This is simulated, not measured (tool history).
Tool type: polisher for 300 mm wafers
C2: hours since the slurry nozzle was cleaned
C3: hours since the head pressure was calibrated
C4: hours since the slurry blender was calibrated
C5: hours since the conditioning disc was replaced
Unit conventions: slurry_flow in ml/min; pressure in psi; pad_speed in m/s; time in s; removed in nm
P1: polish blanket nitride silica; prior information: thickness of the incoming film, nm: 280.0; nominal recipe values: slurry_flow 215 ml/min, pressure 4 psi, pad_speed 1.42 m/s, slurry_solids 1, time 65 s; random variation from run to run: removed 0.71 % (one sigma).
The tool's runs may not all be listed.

run 1 hour=11.4 | slurry_flow=215 pressure=4 pad_speed=1.42 slurry_solids=1 time=65 | wafers_polished_on_this_pad=484 C2=569.2 C3=163.6 C4=255.9 C5=82.3 | removed=62.069
run 2 hour=21.2 | slurry_flow=330 pressure=4 pad_speed=1.42 slurry_solids=1 time=65 | wafers_polished_on_this_pad=552 C2=579 C3=173.4 C4=265.7 C5=92.1 | removed=64.341
run 3 hour=27.4 | slurry_flow=215 pressure=4 pad_speed=1.42 slurry_solids=1 time=65 | wafers_polished_on_this_pad=595 C2=585.2 C3=179.6 C4=271.9 C5=98.3 | removed=62.34
run 4 hour=37.6 | slurry_flow=215 pressure=5.8 pad_speed=1.42 slurry_solids=1 time=65 | wafers_polished_on_this_pad=666 C2=595.4 C3=189.8 C4=282.1 C5=108.5 | removed=88.143
run 5 hour=43.2 | slurry_flow=215 pressure=4 pad_speed=1.42 slurry_solids=1 time=95 | wafers_polished_on_this_pad=705 C2=601 C3=195.4 C4=287.7 C5=114.1 | removed=90.054
run 6 hour=49.5 | slurry_flow=215 pressure=1.9 pad_speed=1.42 slurry_solids=1 time=65 | wafers_polished_on_this_pad=749 C2=607.3 C3=201.7 C4=294 C5=120.4 | removed=29.473
run 7 hour=60.6 | slurry_flow=215 pressure=2.8 pad_speed=0.86 slurry_solids=1 time=65 | wafers_polished_on_this_pad=826 C2=618.4 C3=212.8 C4=305.1 C5=131.5 | removed=28.85
run 8 hour=69.7 | slurry_flow=215 pressure=4 pad_speed=1.42 slurry_solids=1.4 time=65 | wafers_polished_on_this_pad=889 C2=627.5 C3=221.9 C4=314.2 C5=140.6 | removed=70.954
run 9 hour=82 | slurry_flow=215 pressure=4 pad_speed=1.42 slurry_solids=1 time=65 | wafers_polished_on_this_pad=974 C2=639.8 C3=234.2 C4=326.5 C5=152.9 | removed=61.264
run 10 hour=92.8 | slurry_flow=215 pressure=4 pad_speed=1.42 slurry_solids=0.55 time=65 | wafers_polished_on_this_pad=1049 C2=650.6 C3=245 C4=337.3 C5=163.7 | removed=44.945
run 11 hour=99.7 | slurry_flow=215 pressure=4 pad_speed=1.42 slurry_solids=1 time=65 | wafers_polished_on_this_pad=1097 C2=657.5 C3=251.9 C4=344.2 C5=170.6 | removed=61.903

What does the tool deliver on the next run?
run 12 hour=109 | slurry_flow=215 pressure=4 pad_speed=1.42 slurry_solids=1 time=47 | wafers_polished_on_this_pad=1162 C2=666.8 C3=261.2 C4=353.5 C5=179.9 | removed=?

removed: 44.939 nm
